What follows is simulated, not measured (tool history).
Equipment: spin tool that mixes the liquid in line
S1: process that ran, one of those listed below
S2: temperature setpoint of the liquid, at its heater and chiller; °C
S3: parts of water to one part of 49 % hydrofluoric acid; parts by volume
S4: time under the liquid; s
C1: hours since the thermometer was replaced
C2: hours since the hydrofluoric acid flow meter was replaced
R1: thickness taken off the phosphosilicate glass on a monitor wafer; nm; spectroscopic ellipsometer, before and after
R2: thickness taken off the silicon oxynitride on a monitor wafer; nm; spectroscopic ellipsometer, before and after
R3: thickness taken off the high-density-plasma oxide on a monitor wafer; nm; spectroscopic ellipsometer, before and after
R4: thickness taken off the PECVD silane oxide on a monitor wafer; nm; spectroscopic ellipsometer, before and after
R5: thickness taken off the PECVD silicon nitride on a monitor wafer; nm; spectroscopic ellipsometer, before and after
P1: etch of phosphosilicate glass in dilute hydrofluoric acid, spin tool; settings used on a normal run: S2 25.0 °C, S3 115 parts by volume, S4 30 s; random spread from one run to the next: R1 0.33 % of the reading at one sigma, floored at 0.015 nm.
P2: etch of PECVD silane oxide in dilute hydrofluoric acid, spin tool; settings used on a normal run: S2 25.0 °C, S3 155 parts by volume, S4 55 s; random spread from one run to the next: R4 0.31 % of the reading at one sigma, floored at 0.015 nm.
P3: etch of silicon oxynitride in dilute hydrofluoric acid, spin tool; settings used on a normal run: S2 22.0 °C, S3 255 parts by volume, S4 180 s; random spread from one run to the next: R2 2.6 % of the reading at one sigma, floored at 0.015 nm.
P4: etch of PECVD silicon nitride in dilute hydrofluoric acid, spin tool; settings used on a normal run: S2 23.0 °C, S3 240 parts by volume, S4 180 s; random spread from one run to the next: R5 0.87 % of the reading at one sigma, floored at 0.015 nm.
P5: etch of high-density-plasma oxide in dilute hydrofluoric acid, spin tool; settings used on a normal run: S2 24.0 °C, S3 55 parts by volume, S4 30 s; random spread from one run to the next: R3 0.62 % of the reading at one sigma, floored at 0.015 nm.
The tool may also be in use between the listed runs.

{"run": 1, "hour": 7.0, "S1": "P1", "S2": 25.0, "S3": 115, "S4": 30, "C1": 766.5, "C2": 328.5, "R1": 19.115}
{"run": 2, "hour": 17.9, "S1": "P1", "S2": 25.0, "S3": 115, "S4": 60, "C1": 777.4, "C2": 339.4, "R1": 38.101}
{"run": 3, "hour": 28.9, "S1": "P1", "S2": 25.0, "S3": 190, "S4": 30, "C1": 788.4, "C2": 350.4, "R1": 10.605}
{"run": 4, "hour": 39.7, "S1": "P3", "S2": 22.0, "S3": 255, "S4": 280, "C1": 799.2, "C2": 361.2, "R2": 1.389}
{"run": 5, "hour": 53.0, "S1": "P1", "S2": 25.0, "S3": 115, "S4": 30, "C1": 812.5, "C2": 374.5, "R1": 19.063}
{"run": 6, "hour": 65.2, "S1": "P1", "S2": 30.0, "S3": 115, "S4": 30, "C1": 824.7, "C2": 386.7, "R1": 23.084}
{"run": 7, "hour": 72.4, "S1": "P1", "S2": 25.0, "S3": 35, "S4": 30, "C1": 831.9, "C2": 393.9, "R1": 69.257}
{"run": 8, "hour": 85.8, "S1": "P1", "S2": 18.5, "S3": 115, "S4": 30, "C1": 845.3, "C2": 407.3, "R1": 14.646}
{"run": 9, "hour": 96.6, "S1": "P3", "S2": 22.0, "S3": 255, "S4": 180, "C1": 856.1, "C2": 418.1, "R2": 0.95423}
{"run": 10, "hour": 107.5, "S1": "P5", "S2": 29.0, "S3": 55, "S4": 30, "C1": 867.0, "C2": 429.0, "R3": 5.7274}
{"run": 11, "hour": 117.8, "S1": "P3", "S2": 17.0, "S3": 255, "S4": 180, "C1": 877.3, "C2": 439.3, "R2": 0.73336}
{"run": 12, "hour": 125.4, "S1": "P2", "S2": 25.0, "S3": 155, "S4": 55, "C1": 884.9, "C2": 446.9, "R4": 7.5927}
{"run": 13, "hour": 136.2, "S1": "P2", "S2": 25.0, "S3": 55, "S4": 55, "C1": 895.7, "C2": 457.7, "R4": 24.337}
{"run": 14, "hour": 144.6, "S1": "P1", "S2": 25.0, "S3": 115, "S4": 30, "C1": 904.1, "C2": 466.1, "R1": 19.099}
{"run": 15, "hour": 154.6, "S1": "P1", "S2": 32.5, "S3": 115, "S4": 15, "C1": 914.1, "C2": 476.1, "R1": 12.607}
{"run": 16, "hour": 161.4, "S1": "P3", "S2": 22.0, "S3": 255, "S4": 180, "C1": 920.9, "C2": 482.9, "R2": 0.92661}
{"run": 17, "hour": 175.0, "S1": "P2", "S2": 25.0, "S3": 155, "S4": 15, "C1": 934.5, "C2": 496.5, "R4": 2.0509}
{"run": 18, "hour": 188.1, "S1": "P4", "S2": 23.0, "S3": 240, "S4": 85, "C1": 947.6, "C2": 509.6, "R5": 1.0768}
{"run": 19, "hour": 202.8, "S1": "P4", "S2": 23.0, "S3": 240, "S4": 180, "C1": 962.3, "C2": 524.3, "R5": 2.2572}
{"run": 20, "hour": 216.0, "S1": "P4", "S2": 23.0, "S3": 335, "S4": 180, "C1": 975.5, "C2": 537.5, "R5": 1.6649}
{"run": 21, "hour": 229.8, "S1": "P2", "S2": 25.0, "S3": 155, "S4": 55, "C1": 989.3, "C2": 551.3, "R4": 7.673}
{"run": 22, "hour": 240.4, "S1": "P5", "S2": 24.0, "S3": 20, "S4": 30, "C1": 999.9, "C2": 561.9, "R3": 13.449}
{"run": 23, "hour": 253.8, "S1": "P1", "S2": 25.0, "S3": 115, "S4": 30, "C1": 1013.3, "C2": 575.3, "R1": 18.991}
{"run": 24, "hour": 262.0, "S1": "P1", "S2": 25.0, "S3": 115, "S4": 30, "C1": 1021.5, "C2": 583.5, "R1": 19.012}
{"run": 25, "hour": 271.5, "S1": "P3", "S2": 22.0, "S3": 105, "S4": 180, "C1": 1031.0, "C2": 593.0, "R2": 2.4331}
{"run": 26, "hour": 281.0, "S1": "P4", "S2": 29.5, "S3": 240, "S4": 180, "C1": 1040.5, "C2": 602.5, "R5": 3.455}
{"run": 27, "hour": 288.3, "S1": "P5", "S2": 24.0, "S3": 55, "S4": 30, "C1": 1047.8, "C2": 609.8, "R3": 4.6565}
{"run": 28, "hour": 300.2, "S1": "P2", "S2": 19.5, "S3": 155, "S4": 55, "C1": 1059.7, "C2": 621.7, "R4": 6.1758}
{"run": 29, "hour": 310.6, "S1": "P1", "S2": 25.0, "S3": 115, "S4": 30, "C1": 1070.1, "C2": 632.1, "R1": 19.117}
{"run": 30, "hour": 317.2, "S1": "P1", "S2": 25.0, "S3": 115, "S4": 15, "C1": 1076.7, "C2": 638.7, "R1": 9.5619}
{"run": 31, "hour": 325.2, "S1": "P1", "S2": 18.5, "S3": 115, "S4": 45, "C1": 1084.7, "C2": 646.7, "R1": 22.053}
{"run": 32, "hour": 335.5, "S1": "P5", "S2": 24.0, "S3": 55, "S4": 60, "C1": 1095.0, "C2": 657.0, "R3": 9.3315}
{"run": 33, "hour": 344.6, "S1": "P1", "S2": 25.0, "S3": 115, "S4": 30, "C1": 1104.1, "C2": 666.1, "R1": 19.074}
{"run": 34, "hour": 351.8, "S1": "P1", "S2": 25.0, "S3": 115, "S4": 30, "C1": 1111.3, "C2": 673.3, "R1": 18.697}
{"run": 35, "hour": 363.7, "S1": "P1", "S2": 25.0, "S3": 115, "S4": 30, "C1": 1123.2, "C2": 685.2, "R1": 18.384}
{"run": 36, "hour": 371.9, "S1": "P1", "S2": 25.0, "S3": 115, "S4": 30, "C1": 1131.4, "C2": 693.4, "R1": 18.272}
{"run": 37, "hour": 379.0, "S1": "P1", "S2": 25.0, "S3": 115, "S4": 30, "C1": 1138.5, "C2": 700.5, "R1": 18.124}
{"run": 38, "hour": 385.8, "S1": "P1", "S2": 25.0, "S3": 115, "S4": 30, "C1": 1145.3, "C2": 707.3, "R1": 18.094}
{"run": 39, "hour": 399.9, "S1": "P1", "S2": 25.0, "S3": 115, "S4": 30, "C1": 1159.4, "C2": 721.4, "R1": 17.977}
{"run": 40, "hour": 406.9, "S1": "P1", "S2": 25.0, "S3": 115, "S4": 30, "C1": 1166.4, "C2": 728.4, "R1": 18.042}
{"run": 41, "hour": 419.7, "S1": "P1", "S2": 25.0, "S3": 115, "S4": 30, "C1": 1179.2, "C2": 741.2, "R1": 17.981}
{"run": 42, "hour": 429.5, "S1": "P1", "S2": 25.0, "S3": 115, "S4": 30, "C1": 1189.0, "C2": 751.0, "R1": 17.936}

P1 no longer gives what it gave before; its output has crept away from where it was. The following 2 causes, each at its listed size, fit the log equally well:
A: hydrofluoric acid flow below the setpoint (%) = 5.13
B: liquid colder than its thermometer reads (K) = 1.54
The creep began at about hour 344.6.

Of the 4 check runs below, each run on 3 wafers with the results averaged and each result still a question mark, which one would tell the listed causes apart?
{"run": "check 1", "hour": 439.3, "S1": "P3", "S2": 22.0, "S3": 255, "S4": 180, "R2": "?"}
{"run": "check 2", "hour": 439.3, "S1": "P5", "S2": 24.0, "S3": 55, "S4": 30, "R3": "?"}
{"run": "check 3", "hour": 439.3, "S1": "P2", "S2": 25.0, "S3": 155, "S4": 55, "R4": "?"}
{"run": "check 4", "hour": 439.3, "S1": "P4", "S2": 23.0, "S3": 240, "S4": 180, "R5": "?"}

If the cause were each of the candidates in turn, the checks would give the following:
check=check_1 result=R2 if_A=0.86266 if_B=0.85665
check=check_2 result=R3 if_A=4.4023 if_B=4.3715
check=check_3 result=R4 if_A=7.1668 if_B=7.1941
check=check_4 result=R5 if_A=2.1978 if_B=2.0995
Per-check spread between the two closest causes, in the result where they differ most: check 1 0.7 %; check 2 0.7 %; check 3 0.38 %; check 4 4.57 %
Only check 4 tells the causes apart: in the others they would give nearly the same result.

Running check 4 produced the following: R5 2.1940 nm. Which one of the listed causes fits?

The correct cause is A, namely: hydrofluoric acid flow below the setpoint (%).
